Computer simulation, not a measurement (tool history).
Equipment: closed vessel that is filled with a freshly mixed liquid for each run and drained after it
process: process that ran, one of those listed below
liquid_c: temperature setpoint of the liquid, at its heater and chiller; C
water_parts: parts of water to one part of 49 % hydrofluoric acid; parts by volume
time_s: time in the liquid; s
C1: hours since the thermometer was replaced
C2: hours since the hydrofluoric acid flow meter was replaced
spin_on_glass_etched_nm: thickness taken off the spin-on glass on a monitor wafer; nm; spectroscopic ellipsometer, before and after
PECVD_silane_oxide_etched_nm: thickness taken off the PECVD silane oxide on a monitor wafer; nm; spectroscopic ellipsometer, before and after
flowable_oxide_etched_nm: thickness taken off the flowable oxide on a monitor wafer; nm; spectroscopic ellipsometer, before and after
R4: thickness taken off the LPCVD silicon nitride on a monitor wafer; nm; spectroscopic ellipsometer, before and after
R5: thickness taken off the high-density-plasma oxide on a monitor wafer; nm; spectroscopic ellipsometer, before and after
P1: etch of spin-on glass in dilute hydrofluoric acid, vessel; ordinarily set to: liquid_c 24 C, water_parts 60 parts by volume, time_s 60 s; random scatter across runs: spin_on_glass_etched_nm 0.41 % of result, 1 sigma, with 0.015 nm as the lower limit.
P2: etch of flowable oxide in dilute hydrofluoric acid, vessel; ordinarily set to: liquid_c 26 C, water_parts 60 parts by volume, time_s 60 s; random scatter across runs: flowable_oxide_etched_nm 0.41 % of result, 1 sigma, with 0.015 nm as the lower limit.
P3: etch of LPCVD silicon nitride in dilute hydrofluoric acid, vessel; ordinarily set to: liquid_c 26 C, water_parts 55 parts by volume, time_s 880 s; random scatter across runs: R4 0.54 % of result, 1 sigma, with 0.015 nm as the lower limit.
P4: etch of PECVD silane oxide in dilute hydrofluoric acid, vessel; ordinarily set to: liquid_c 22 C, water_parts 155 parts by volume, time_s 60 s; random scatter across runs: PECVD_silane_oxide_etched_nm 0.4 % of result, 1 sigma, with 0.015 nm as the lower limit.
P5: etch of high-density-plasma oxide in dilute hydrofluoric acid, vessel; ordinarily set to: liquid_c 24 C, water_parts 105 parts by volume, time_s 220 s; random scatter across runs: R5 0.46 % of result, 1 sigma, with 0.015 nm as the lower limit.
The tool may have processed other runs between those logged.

run 1 hour=7.2 | process=P1 liquid_c=24 water_parts=60 time_s=60 | C1=2117.4 C2=629.4 | spin_on_glass_etched_nm=35.302
run 2 hour=12.6 | process=P4 liquid_c=17 water_parts=155 time_s=60 | C1=2122.8 C2=634.8 | PECVD_silane_oxide_etched_nm=9.4309
run 3 hour=17.9 | process=P1 liquid_c=24 water_parts=60 time_s=60 | C1=2128.1 C2=640.1 | spin_on_glass_etched_nm=35.12
run 4 hour=23.5 | process=P4 liquid_c=22 water_parts=30 time_s=60 | C1=2133.7 C2=645.7 | PECVD_silane_oxide_etched_nm=69.058
run 5 hour=32.6 | process=P1 liquid_c=24 water_parts=20 time_s=60 | C1=2142.8 C2=654.8 | spin_on_glass_etched_nm=110.59
run 6 hour=39.4 | process=P1 liquid_c=24 water_parts=60 time_s=90 | C1=2149.6 C2=661.6 | spin_on_glass_etched_nm=52.641
run 7 hour=49.1 | process=P2 liquid_c=34 water_parts=60 time_s=60 | C1=2159.3 C2=671.3 | flowable_oxide_etched_nm=52.861
run 8 hour=55.2 | process=P3 liquid_c=26 water_parts=55 time_s=880 | C1=2165.4 C2=677.4 | R4=8.3547
run 9 hour=63.4 | process=P2 liquid_c=26 water_parts=60 time_s=60 | C1=2173.6 C2=685.6 | flowable_oxide_etched_nm=38.935
run 10 hour=68.5 | process=P5 liquid_c=17 water_parts=105 time_s=220 | C1=2178.7 C2=690.7 | R5=8.8363
run 11 hour=76.6 | process=P1 liquid_c=17 water_parts=35 time_s=60 | C1=2186.8 C2=698.8 | spin_on_glass_etched_nm=46.516
run 12 hour=86.4 | process=P5 liquid_c=24 water_parts=105 time_s=30 | C1=2196.6 C2=708.6 | R5=1.5984
run 13 hour=96.5 | process=P3 liquid_c=26 water_parts=55 time_s=880 | C1=2206.7 C2=718.7 | R4=8.2854
run 14 hour=107.8 | process=P1 liquid_c=17 water_parts=60 time_s=60 | C1=2218 C2=730 | spin_on_glass_etched_nm=26.299
run 15 hour=117.2 | process=P3 liquid_c=26 water_parts=35 time_s=880 | C1=2227.4 C2=739.4 | R4=12.91
run 16 hour=123.5 | process=P1 liquid_c=18 water_parts=60 time_s=30 | C1=2233.7 C2=745.7 | spin_on_glass_etched_nm=13.699
run 17 hour=129.9 | process=P1 liquid_c=24 water_parts=90 time_s=60 | C1=2240.1 C2=752.1 | spin_on_glass_etched_nm=22.582
-- hour=131 hydrofluoric acid flow meter replaced
run 18 hour=136.8 | process=P5 liquid_c=24 water_parts=35 time_s=220 | C1=2247 C2=5.8 | R5=38.14
run 19 hour=147 | process=P1 liquid_c=28.5 water_parts=60 time_s=60 | C1=2257.2 C2=16 | spin_on_glass_etched_nm=42.339
run 20 hour=155.2 | process=P5 liquid_c=24 water_parts=105 time_s=220 | C1=2265.4 C2=24.2 | R5=11.696
run 21 hour=166.5 | process=P2 liquid_c=26 water_parts=95 time_s=60 | C1=2276.7 C2=35.5 | flowable_oxide_etched_nm=23.36
run 22 hour=175.4 | process=P3 liquid_c=26 water_parts=55 time_s=1745 | C1=2285.6 C2=44.4 | R4=16.38
run 23 hour=186.1 | process=P1 liquid_c=24 water_parts=60 time_s=60 | C1=2296.3 C2=55.1 | spin_on_glass_etched_nm=35.076
run 24 hour=196.6 | process=P1 liquid_c=24 water_parts=60 time_s=60 | C1=2306.8 C2=65.6 | spin_on_glass_etched_nm=35.369
run 25 hour=203.8 | process=P1 liquid_c=24 water_parts=60 time_s=60 | C1=2314 C2=72.8 | spin_on_glass_etched_nm=35.318
run 26 hour=214.4 | process=P2 liquid_c=26 water_parts=60 time_s=30 | C1=2324.6 C2=83.4 | flowable_oxide_etched_nm=19.472
run 27 hour=224.1 | process=P3 liquid_c=33.5 water_parts=55 time_s=880 | C1=2334.3 C2=93.1 | R4=13.591
run 28 hour=232.5 | process=P4 liquid_c=22 water_parts=155 time_s=60 | C1=2342.7 C2=101.5 | PECVD_silane_oxide_etched_nm=11.417
run 29 hour=238.9 | process=P1 liquid_c=24 water_parts=60 time_s=30 | C1=2349.1 C2=107.9 | spin_on_glass_etched_nm=17.615
run 30 hour=249.1 | process=P4 liquid_c=22 water_parts=155 time_s=60 | C1=2359.3 C2=118.1 | PECVD_silane_oxide_etched_nm=11.417
run 31 hour=260 | process=P4 liquid_c=22 water_parts=155 time_s=30 | C1=2370.2 C2=129 | PECVD_silane_oxide_etched_nm=5.7384
run 32 hour=271.2 | process=P1 liquid_c=24 water_parts=60 time_s=60 | C1=2381.4 C2=140.2 | spin_on_glass_etched_nm=35.312
run 33 hour=282.2 | process=P1 liquid_c=24 water_parts=60 time_s=60 | C1=2392.4 C2=151.2 | spin_on_glass_etched_nm=36.647
run 34 hour=288.3 | process=P1 liquid_c=24 water_parts=60 time_s=60 | C1=2398.5 C2=157.3 | spin_on_glass_etched_nm=37.058
run 35 hour=294.8 | process=P1 liquid_c=24 water_parts=60 time_s=60 | C1=2405 C2=163.8 | spin_on_glass_etched_nm=37.746
run 36 hour=302.1 | process=P1 liquid_c=24 water_parts=60 time_s=60 | C1=2412.3 C2=171.1 | spin_on_glass_etched_nm=38.024
run 37 hour=313.4 | process=P1 liquid_c=24 water_parts=60 time_s=60 | C1=2423.6 C2=182.4 | spin_on_glass_etched_nm=38.356
run 38 hour=322.9 | process=P1 liquid_c=24 water_parts=60 time_s=60 | C1=2433.1 C2=191.9 | spin_on_glass_etched_nm=38.522
run 39 hour=333.9 | process=P1 liquid_c=24 water_parts=60 time_s=60 | C1=2444.1 C2=202.9 | spin_on_glass_etched_nm=38.886
run 40 hour=345.3 | process=P1 liquid_c=24 water_parts=60 time_s=60 | C1=2455.5 C2=214.3 | spin_on_glass_etched_nm=38.865
run 41 hour=356.5 | process=P1 liquid_c=24 water_parts=60 time_s=60 | C1=2466.7 C2=225.5 | spin_on_glass_etched_nm=38.633
run 42 hour=362.4 | process=P1 liquid_c=24 water_parts=60 time_s=60 | C1=2472.6 C2=231.4 | spin_on_glass_etched_nm=39.168
run 43 hour=371.2 | process=P1 liquid_c=24 water_parts=60 time_s=60 | C1=2481.4 C2=240.2 | spin_on_glass_etched_nm=38.692

P1 has crept away from where it was. The log is fitted equally well by each of these 2 causes, at the sizes shown:
A: hydrofluoric acid flow above the setpoint (%) = 9.48
B: liquid hotter than its thermometer reads (K) = 2.41
The creep began at about hour 271.2.

Below are 4 check runs, each on a single wafer, with their results shown as question marks. Which of them would tell the listed causes apart, meaning the causes would give clearly different results under it?
run check 1 hour=380 | process=P2 liquid_c=26 water_parts=90 time_s=60 | flowable_oxide_etched_nm=?
run check 2 hour=380 | process=P3 liquid_c=30 water_parts=55 time_s=1705 | R4=?
run check 3 hour=380 | process=P5 liquid_c=17 water_parts=105 time_s=30 | R5=?
run check 4 hour=380 | process=P4 liquid_c=22 water_parts=45 time_s=60 | PECVD_silane_oxide_etched_nm=?

What each check would give under each cause:
check=check_1 result=flowable_oxide_etched_nm if_A=27.349 if_B=27.15
check=check_2 result=R4 if_A=22.821 if_B=24.327
check=check_3 result=R5 if_A=1.3227 if_B=1.3231
check=check_4 result=PECVD_silane_oxide_etched_nm if_A=49.561 if_B=49.789
Smallest distance between any two causes, each pair judged by its most separating result, in per cent: check 1 0.73 %; check 2 6.39 %; check 3 0.03 %; check 4 0.46 %
Check 2 is the one run that separates the causes; every other check would come out nearly the same whichever cause is at work.

Check 2 was then run and gave: R4 22.725 nm. Which cause is it?

Of the candidate causes, it is A: hydrofluoric acid flow above the setpoint (%).
